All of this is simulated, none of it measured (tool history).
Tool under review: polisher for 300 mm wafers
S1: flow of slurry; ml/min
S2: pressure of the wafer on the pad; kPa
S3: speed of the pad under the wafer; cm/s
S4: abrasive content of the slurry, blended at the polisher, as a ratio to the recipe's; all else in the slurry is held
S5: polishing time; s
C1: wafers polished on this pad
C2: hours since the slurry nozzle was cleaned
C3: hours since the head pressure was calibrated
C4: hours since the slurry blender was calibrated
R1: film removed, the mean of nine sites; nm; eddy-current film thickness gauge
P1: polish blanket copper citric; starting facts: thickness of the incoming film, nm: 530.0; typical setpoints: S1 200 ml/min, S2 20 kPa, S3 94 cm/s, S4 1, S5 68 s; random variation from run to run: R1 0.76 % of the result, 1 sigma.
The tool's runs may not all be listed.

run	hour	S1	S2	S3	S4	S5	C1	C2	C3	C4	R1
1	7.1	200	20	94	1	68	617	190.5	574.8	127.4	114.63
2	13.7	200	20	94	1	68	688	197.1	581.4	134	115.54
3	18.3	145	20	50	1	68	737	201.7	586	138.6	58.79
4	25.8	200	20	94	1	68	818	209.2	593.5	146.1	115.62
5	30	200	20	94	1	68	863	213.4	597.7	150.3	114.96
6	36.1	200	20	94	1.4	68	929	219.5	603.8	156.4	124.37
7	43	200	20	94	0.55	68	1003	226.4	610.7	163.3	101.14
8	51.2	200	20	94	1	39	1091	234.6	618.9	171.5	65.836
9	58	200	31	94	1	68	1164	241.4	625.7	178.3	177.32
10	63.4	120	20	94	0.75	68	1222	246.8	631.1	183.7	100.58
11	69.4	305	20	94	1	68	1287	252.8	637.1	189.7	120.5
12	75.2	200	20	46	1	68	1349	258.6	642.9	195.5	58.607
13	80.1	200	11.7	94	1	68	1402	263.5	647.8	200.4	69.691
14	85.1	200	20	142	1	68	1455	268.5	652.8	205.4	172.03
15	91.1	200	20	94	1	100	1520	274.5	658.8	211.4	170.18
16	95.1	140	20	94	1	68	1563	278.5	662.8	215.4	110.06
17	101.1	200	20	134	1	52	1627	284.5	668.8	221.4	124.8
18	108.7	200	20	94	1	68	1709	292.1	676.4	229	116.22
19	117.5	200	20	94	1	68	1804	300.9	685.2	237.8	112.69
20	124.2	200	20	94	1	68	1876	307.6	691.9	244.5	109.25
21	129.4	200	20	94	1	68	1932	312.8	697.1	249.7	109.13
# hour 129.9: slurry blender recalibrated
22	136.4	200	20	94	1	68	2007	319.8	704.1	6.5	108.44
23	145.2	200	20	94	1	68	2101	328.6	712.9	15.3	108.61
# hour 147: worn pad replaced by a new one
24	154.3	200	20	94	1	68	78	337.7	722	24.4	107.26
25	159.6	200	20	94	1	68	135	343	727.3	29.7	107.67
26	168.4	200	20	94	1	68	230	351.8	736.1	38.5	107.03

Something has made what P1 gives creep away from where it was; the 2 causes below, each at its own stated size, fit the log equally well:
A: head's pressure below its setpoint, % = 7.15
B: slurry flow missing at the pad, % = 35.6
At approximately hour 108.7, the process output began to creep.
Each remaining cause and why it is not a fit:
removal rate lost through wear of the pad, %: serviced at hour 147, after the change had begun; the process did not return to its earlier output
abrasive missing from the slurry, %: serviced at hour 129.9, after the change had begun; the process did not return to its earlier output

You are offered 4 check runs, listed below with question marks in place of their results; each one averages 5 wafers. Which run separates the listed causes by giving clearly different results for each?
check 1	177.2	200	20	94	1.3	68					?
check 2	177.2	200	20	140	1	84					?
check 3	177.2	145	20	94	1	53					?
check 4	177.2	200	20	116	1	45					?

If the cause were each of the candidates in turn, the checks would give the following:
check	result	if A	if B
check 1	R1	113.44	113.44
check 2	R1	195.3	195.41
check 3	R1	79.456	77.524
check 4	R1	87.032	87.06
Per-check spread between the two closest causes, in the result where they differ most: check 1 0.01 %; check 2 0.06 %; check 3 2.46 %; check 4 0.03 %
Check 3 tells the causes apart: in the others they would give nearly the same result.

Then check 3 was run and gave: R1 77.374 nm. Which cause is it?

It is B: slurry flow missing at the pad, %.
